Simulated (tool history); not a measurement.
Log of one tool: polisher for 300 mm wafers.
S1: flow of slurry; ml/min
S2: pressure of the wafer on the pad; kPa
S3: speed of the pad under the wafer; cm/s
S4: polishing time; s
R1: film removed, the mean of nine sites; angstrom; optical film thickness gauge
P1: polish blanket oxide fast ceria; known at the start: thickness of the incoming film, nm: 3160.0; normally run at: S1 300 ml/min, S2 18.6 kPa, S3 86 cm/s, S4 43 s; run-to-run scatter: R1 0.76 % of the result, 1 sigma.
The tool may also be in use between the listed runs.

Run 1, hour 13.5: S1 300 ml/min, S2 18.6 kPa, S3 86 cm/s, S4 43 s. Result: R1 5259.6 angstrom.
Run 2, hour 21.3: S1 300 ml/min, S2 18.6 kPa, S3 86 cm/s, S4 43 s. Result: R1 5268.2 angstrom.
Run 3, hour 34.8: S1 300 ml/min, S2 18.6 kPa, S3 86 cm/s, S4 43 s. Result: R1 5259.7 angstrom.
Run 4, hour 44.3: S1 425 ml/min, S2 18.6 kPa, S3 86 cm/s, S4 43 s. Result: R1 5420.9 angstrom.
Run 5, hour 53.9: S1 300 ml/min, S2 18.6 kPa, S3 58 cm/s, S4 43 s. Result: R1 3597.3 angstrom.
At hour 57.8: slurry nozzle cleaned.
Run 6, hour 60.6: S1 300 ml/min, S2 29 kPa, S3 86 cm/s, S4 43 s. Result: R1 8232.9 angstrom.
Run 7, hour 69.5: S1 300 ml/min, S2 18.6 kPa, S3 136 cm/s, S4 43 s. Result: R1 8281 angstrom.
Run 8, hour 83.2: S1 300 ml/min, S2 18.6 kPa, S3 86 cm/s, S4 24 s. Result: R1 2939.2 angstrom.
Run 9, hour 94.8: S1 300 ml/min, S2 18.6 kPa, S3 86 cm/s, S4 43 s. Result: R1 5258.5 angstrom.
Run 10, hour 104.5: S1 300 ml/min, S2 18.6 kPa, S3 86 cm/s, S4 43 s. Result: R1 5240.6 angstrom.
Run 11, hour 118.3: S1 300 ml/min, S2 18.6 kPa, S3 60 cm/s, S4 66 s. Result: R1 5648.7 angstrom.
Run 12, hour 130.6: S1 300 ml/min, S2 18.6 kPa, S3 86 cm/s, S4 68 s. Result: R1 8354.9 angstrom.
Run 13, hour 141.9: S1 180 ml/min, S2 18.6 kPa, S3 86 cm/s, S4 43 s. Result: R1 4942.2 angstrom.
Run 14, hour 152.8: S1 195 ml/min, S2 18.6 kPa, S3 66 cm/s, S4 43 s. Result: R1 3807 angstrom.
Run 15, hour 158.8: S1 300 ml/min, S2 9 kPa, S3 86 cm/s, S4 43 s. Result: R1 2550.6 angstrom.

Forecast run 16:
Run 16, hour 168.5: S1 300 ml/min, S2 18.6 kPa, S3 42 cm/s, S4 22 s. Result: R1 ?.

Run 16 gave R1 1337.3 angstrom.
